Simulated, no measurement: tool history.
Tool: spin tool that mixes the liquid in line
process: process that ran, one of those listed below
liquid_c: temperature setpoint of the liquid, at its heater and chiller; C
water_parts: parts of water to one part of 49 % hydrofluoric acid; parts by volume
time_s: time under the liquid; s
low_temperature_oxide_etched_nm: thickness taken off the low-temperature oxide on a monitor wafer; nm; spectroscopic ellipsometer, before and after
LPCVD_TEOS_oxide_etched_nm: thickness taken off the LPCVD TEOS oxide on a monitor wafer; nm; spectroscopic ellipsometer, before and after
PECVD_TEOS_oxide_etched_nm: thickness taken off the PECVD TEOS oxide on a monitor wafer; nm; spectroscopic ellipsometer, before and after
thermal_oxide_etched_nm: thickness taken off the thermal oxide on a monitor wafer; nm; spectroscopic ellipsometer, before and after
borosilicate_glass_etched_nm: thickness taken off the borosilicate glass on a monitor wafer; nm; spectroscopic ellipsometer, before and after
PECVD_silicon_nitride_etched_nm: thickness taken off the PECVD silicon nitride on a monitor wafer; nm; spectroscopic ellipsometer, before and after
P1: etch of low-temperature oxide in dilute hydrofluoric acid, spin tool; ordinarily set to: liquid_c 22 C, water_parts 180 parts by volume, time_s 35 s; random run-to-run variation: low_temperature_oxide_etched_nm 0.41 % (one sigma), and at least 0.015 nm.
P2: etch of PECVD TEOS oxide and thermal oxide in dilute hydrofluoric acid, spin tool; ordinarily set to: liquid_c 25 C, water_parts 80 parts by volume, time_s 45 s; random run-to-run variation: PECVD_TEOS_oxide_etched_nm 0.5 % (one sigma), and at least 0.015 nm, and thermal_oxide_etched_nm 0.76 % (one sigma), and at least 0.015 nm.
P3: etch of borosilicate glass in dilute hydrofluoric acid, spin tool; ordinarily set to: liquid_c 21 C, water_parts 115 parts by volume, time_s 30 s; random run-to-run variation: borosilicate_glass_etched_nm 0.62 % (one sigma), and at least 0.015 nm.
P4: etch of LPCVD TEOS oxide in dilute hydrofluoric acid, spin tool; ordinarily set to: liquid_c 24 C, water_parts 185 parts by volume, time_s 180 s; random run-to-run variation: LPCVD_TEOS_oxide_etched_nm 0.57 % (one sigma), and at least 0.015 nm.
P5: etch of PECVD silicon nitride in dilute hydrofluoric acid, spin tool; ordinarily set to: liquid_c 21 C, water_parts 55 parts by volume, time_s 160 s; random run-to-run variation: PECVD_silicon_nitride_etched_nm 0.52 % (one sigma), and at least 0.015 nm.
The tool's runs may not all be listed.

| run | day | process | liquid_c | water_parts | time_s | hours since the thermometer was replaced | hours since the hydrofluoric acid flow meter was replaced | low_temperature_oxide_etched_nm | LPCVD_TEOS_oxide_etched_nm | PECVD_TEOS_oxide_etched_nm | thermal_oxide_etched_nm | borosilicate_glass_etched_nm | PECVD_silicon_nitride_etched_nm |
|---|---|---|---|---|---|---|---|---|---|---|---|---|---|
| 1 | 0.175 | P1 | 22 | 180 | 35 | 1154.4 | 1003.2 | 5.6267 |  |  |  |  |  |
| 2 | 0.462 | P1 | 22 | 180 | 35 | 1161.3 | 1010.1 | 5.6977 |  |  |  |  |  |
| 3 | 0.6 | P4 | 24 | 80 | 180 | 1164.6 | 1013.4 |  | 37.653 |  |  |  |  |
| 4 | 0.821 | P1 | 22 | 180 | 60 | 1169.9 | 1018.7 | 9.6592 |  |  |  |  |  |
| 5 | 0.992 | P2 | 25 | 80 | 15 | 1174 | 1022.8 |  |  | 3.253 | 0.92031 |  |  |
| 6 | 1.221 | P1 | 22 | 180 | 35 | 1179.5 | 1028.3 | 5.6151 |  |  |  |  |  |
| 7 | 1.404 | P3 | 21 | 115 | 50 | 1183.9 | 1032.7 |  |  |  |  | 7.5416 |  |
| 8 | 1.662 | P2 | 32 | 80 | 45 | 1190.1 | 1038.9 |  |  | 12.753 | 3.7322 |  |  |
| 9 | 1.804 | P1 | 29 | 180 | 35 | 1193.5 | 1042.3 | 7.3053 |  |  |  |  |  |
| 10 | 1.967 | P5 | 21 | 55 | 160 | 1197.4 | 1046.2 |  |  |  |  |  | 10.809 |
| 11 | 2.258 | P3 | 21 | 185 | 30 | 1204.4 | 1053.2 |  |  |  |  | 2.6052 |  |
| 12 | 2.471 | P2 | 25 | 80 | 45 | 1209.5 | 1058.3 |  |  | 9.7805 | 2.7938 |  |  |
| 13 | 2.712 | P3 | 17 | 115 | 30 | 1215.3 | 1064.1 |  |  |  |  | 3.859 |  |
| 14 | 2.975 | P1 | 22 | 325 | 35 | 1221.6 | 1070.4 | 2.7193 |  |  |  |  |  |
| 15 | 3.196 | P4 | 29 | 185 | 180 | 1226.9 | 1075.7 |  | 17.513 |  |  |  |  |
| 16 | 3.342 | P4 | 24 | 185 | 265 | 1230.4 | 1079.2 |  | 21.329 |  |  |  |  |
| 17 | 3.538 | P5 | 29 | 55 | 160 | 1235.1 | 1083.9 |  |  |  |  |  | 18.713 |
| 18 | 3.825 | P1 | 22 | 245 | 55 | 1242 | 1090.8 | 6.0842 |  |  |  |  |  |
| 19 | 4.104 | P4 | 24 | 185 | 180 | 1248.7 | 1097.5 |  | 14.329 |  |  |  |  |
| 20 | 4.283 | P1 | 22 | 180 | 35 | 1253 | 1101.8 | 5.6533 |  |  |  |  |  |
| 21 | 4.454 | P1 | 22 | 65 | 35 | 1257.1 | 1105.9 | 17.883 |  |  |  |  |  |
| 22 | 4.604 | P1 | 29 | 70 | 35 | 1260.7 | 1109.5 | 21.643 |  |  |  |  |  |
| 23 | 4.767 | P1 | 22 | 180 | 15 | 1264.6 | 1113.4 | 2.4292 |  |  |  |  |  |
| 24 | 4.988 | P1 | 22 | 180 | 35 | 1269.9 | 1118.7 | 5.6819 |  |  |  |  |  |
| 25 | 5.242 | P3 | 21 | 115 | 30 | 1276 | 1124.8 |  |  |  |  | 4.5147 |  |
| 26 | 5.467 | P5 | 21 | 55 | 160 | 1281.4 | 1130.2 |  |  |  |  |  | 10.884 |
| 27 | 5.762 | P1 | 17.5 | 180 | 35 | 1288.5 | 1137.3 | 4.7229 |  |  |  |  |  |
| 28 | 5.975 | P5 | 21 | 55 | 15 | 1293.6 | 1142.4 |  |  |  |  |  | 1.0093 |
| 29 | 6.125 | P5 | 21 | 25 | 160 | 1297.2 | 1146 |  |  |  |  |  | 23.248 |
| 30 | 6.304 | P2 | 25 | 125 | 45 | 1301.5 | 1150.3 |  |  | 5.9199 | 1.7344 |  |  |
| 31 | 6.6 | P1 | 22 | 180 | 35 | 1308.6 | 1157.4 | 5.6154 |  |  |  |  |  |
| 32 | 6.779 | P1 | 22 | 180 | 35 | 1312.9 | 1161.7 | 5.7863 |  |  |  |  |  |
| 33 | 7.042 | P1 | 22 | 180 | 35 | 1319.2 | 1168 | 5.9092 |  |  |  |  |  |
| 34 | 7.296 | P1 | 22 | 180 | 35 | 1325.3 | 1174.1 | 6.0022 |  |  |  |  |  |
| 35 | 7.529 | P1 | 22 | 180 | 35 | 1330.9 | 1179.7 | 6.0709 |  |  |  |  |  |
| 36 | 7.838 | P1 | 22 | 180 | 35 | 1338.3 | 1187.1 | 6.0201 |  |  |  |  |  |
| 37 | 8.054 | P1 | 22 | 180 | 35 | 1343.5 | 1192.3 | 6.0334 |  |  |  |  |  |

What P1 gives has crept away from where it was. These 2 causes fit the log equally well, each at the size given:
A: hydrofluoric acid flow above the setpoint (%) = 5.73
B: liquid hotter than its thermometer reads (K) = 1.75
At approximately day 6.6, the process output began to creep.

4 check runs are offered, one wafer each, their results left as question marks. Which one tells the causes apart?
| check 1 | 8.271 | P4 | 24 | 185 | 180 |  |  |  | ? |  |  |  |  |
| check 2 | 8.271 | P5 | 21 | 55 | 160 |  |  |  |  |  |  |  | ? |
| check 3 | 8.271 | P2 | 25 | 80 | 45 |  |  |  |  | ? | ? |  |  |
| check 4 | 8.271 | P3 | 21 | 115 | 30 |  |  |  |  |  |  | ? |  |

How each check would come out, cause by cause:
| check | result | if A | if B |
|---|---|---|---|
| check 1 | LPCVD_TEOS_oxide_etched_nm | 15.437 | 15.405 |
| check 2 | PECVD_silicon_nitride_etched_nm | 11.493 | 12.269 |
| check 3 | PECVD_TEOS_oxide_etched_nm | 10.345 | 10.426 |
| check 3 | thermal_oxide_etched_nm | 3.0101 | 3.0337 |
| check 4 | borosilicate_glass_etched_nm | 4.8069 | 4.8419 |
Minimum pairwise separation of causes per check, each pair taken at its best-separating result: check 1 0.21 %; check 2 6.53 %; check 3 0.78 %; check 4 0.73 %
The causes can be told apart only by check 2. The other checks would give nearly the same results under each of them.

After running check 2, the following was obtained: PECVD_silicon_nitride_etched_nm 11.448 nm. Which cause does this point to?

Of the candidate causes, it is A: hydrofluoric acid flow above the setpoint (%).
